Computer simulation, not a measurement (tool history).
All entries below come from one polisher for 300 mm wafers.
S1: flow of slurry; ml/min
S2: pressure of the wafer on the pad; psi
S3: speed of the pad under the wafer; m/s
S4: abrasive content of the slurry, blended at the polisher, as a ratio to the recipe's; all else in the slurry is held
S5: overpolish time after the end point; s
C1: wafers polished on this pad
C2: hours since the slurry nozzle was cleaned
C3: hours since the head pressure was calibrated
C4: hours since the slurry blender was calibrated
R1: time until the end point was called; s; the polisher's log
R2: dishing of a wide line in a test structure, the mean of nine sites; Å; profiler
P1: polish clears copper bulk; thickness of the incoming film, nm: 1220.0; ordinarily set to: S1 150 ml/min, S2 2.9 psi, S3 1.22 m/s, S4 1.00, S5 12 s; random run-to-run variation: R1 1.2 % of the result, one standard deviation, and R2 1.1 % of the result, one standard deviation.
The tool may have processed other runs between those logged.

| run | day | S1 | S2 | S3 | S4 | S5 | C1 | C2 | C3 | C4 | R1 | R2 |
|---|---|---|---|---|---|---|---|---|---|---|---|---|
| 1 | 0.296 | 150 | 2.9 | 1.22 | 1.00 | 12 | 149 | 243.3 | 137.7 | 50.3 | 89.404 | 957.24 |
| 2 | 0.871 | 195 | 3.6 | 1.22 | 1.00 | 12 | 236 | 257.1 | 151.5 | 64.1 | 67.879 | 1206.60 |
|  | 0.896 | slurry nozzle cleaned |
| 3 | 1.200 | 150 | 2.9 | 1.22 | 0.55 | 12 | 286 | 7.3 | 159.4 | 72.0 | 99.944 | 868.77 |
| 4 | 1.638 | 150 | 2.9 | 1.80 | 1.00 | 12 | 353 | 17.8 | 169.9 | 82.5 | 59.232 | 1234.40 |
| 5 | 1.971 | 150 | 2.9 | 1.22 | 1.00 | 12 | 404 | 25.8 | 177.9 | 90.5 | 90.264 | 950.18 |
| 6 | 2.433 | 110 | 2.9 | 1.22 | 1.45 | 12 | 475 | 36.9 | 189.0 | 101.6 | 87.924 | 968.14 |
| 7 | 2.754 | 190 | 2.9 | 1.22 | 1.00 | 12 | 524 | 44.6 | 196.7 | 109.3 | 85.342 | 984.19 |
| 8 | 3.283 | 150 | 2.9 | 1.22 | 1.00 | 12 | 604 | 57.3 | 209.4 | 122.0 | 88.824 | 952.17 |
| 9 | 3.875 | 150 | 2.9 | 1.22 | 1.00 | 17 | 695 | 71.5 | 223.6 | 136.2 | 87.635 | 1222.00 |
| 10 | 4.362 | 150 | 1.3 | 1.22 | 1.00 | 12 | 769 | 83.2 | 235.3 | 147.9 | 197.760 | 474.68 |
| 11 | 4.796 | 150 | 2.9 | 1.22 | 1.45 | 12 | 835 | 93.6 | 245.7 | 158.3 | 81.538 | 1028.00 |
| 12 | 5.175 | 150 | 2.9 | 1.22 | 1.00 | 4 | 893 | 102.7 | 254.8 | 167.4 | 87.535 | 393.26 |
| 13 | 5.704 | 150 | 2.9 | 1.22 | 1.00 | 12 | 974 | 115.4 | 267.5 | 180.1 | 88.477 | 950.15 |

Expected results for the next run?
|  | 6.029 | head pressure recalibrated |
| 14 | 6.283 | 90 | 2.9 | 1.22 | 1.00 | 12 | 1062 | 129.3 | 6.2 | 194.0 | ? | ? |

{"run 14": {"R1": 98.931, "R2": 877.57}}
